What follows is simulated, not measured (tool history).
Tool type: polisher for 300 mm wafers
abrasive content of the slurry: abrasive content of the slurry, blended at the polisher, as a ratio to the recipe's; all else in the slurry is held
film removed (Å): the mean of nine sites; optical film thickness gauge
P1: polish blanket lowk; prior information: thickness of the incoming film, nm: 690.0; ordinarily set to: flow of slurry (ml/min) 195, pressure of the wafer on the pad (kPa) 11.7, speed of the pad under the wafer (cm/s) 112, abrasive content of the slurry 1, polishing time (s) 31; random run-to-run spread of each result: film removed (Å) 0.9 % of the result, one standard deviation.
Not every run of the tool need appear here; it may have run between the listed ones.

run,hour,flow of slurry (ml/min),pressure of the wafer on the pad (kPa),speed of the pad under the wafer (cm/s),abrasive content of the slurry,polishing time (s),film removed (Å)
1,14,195,11.7,112,1,31,123.18
2,23.9,195,11.7,176,1,31,173.79
3,36.5,195,11.7,112,1,49,195.77
4,49.2,195,5.5,112,1,31,56.483
5,60.4,195,15.9,112,0.7,31,141.55
# hour 66.5: slurry blender recalibrated
6,77,195,11.7,112,1.25,31,134.2
7,94.5,300,11.7,112,1,31,127.64
8,104.4,195,11.7,112,1,18,71.39
9,118.7,115,11.7,112,1,31,112.32
10,133.3,195,16.5,112,1,31,171.85
11,151.9,195,11.7,112,1,31,122.85
12,167.2,195,11.7,112,1,31,123.75
13,180.5,195,11.7,112,1,31,122.49
14,190.7,195,11.7,58,1,31,72.8
15,201.6,195,11.7,112,0.6,31,92.607
16,214.6,195,11.7,112,1,31,121.14
17,227.4,195,11.7,112,1,31,123.57
18,243,195,11.7,112,1,31,122.6
19,255.7,195,11.7,112,1,31,120.06
20,271.9,195,11.7,112,1,31,117.65
21,280.3,195,11.7,112,1,31,116.89
22,298.5,195,11.7,112,1,31,114.26
# hour 306.5: conditioning disc replaced and pad reconditioned
23,313,195,11.7,112,1,31,113.43

Predict the results of run 24:
# hour 317: slurry blender recalibrated
24,326.3,195,11.7,112,1,31,?

Run 24 yielded film removed (Å) 112.32.
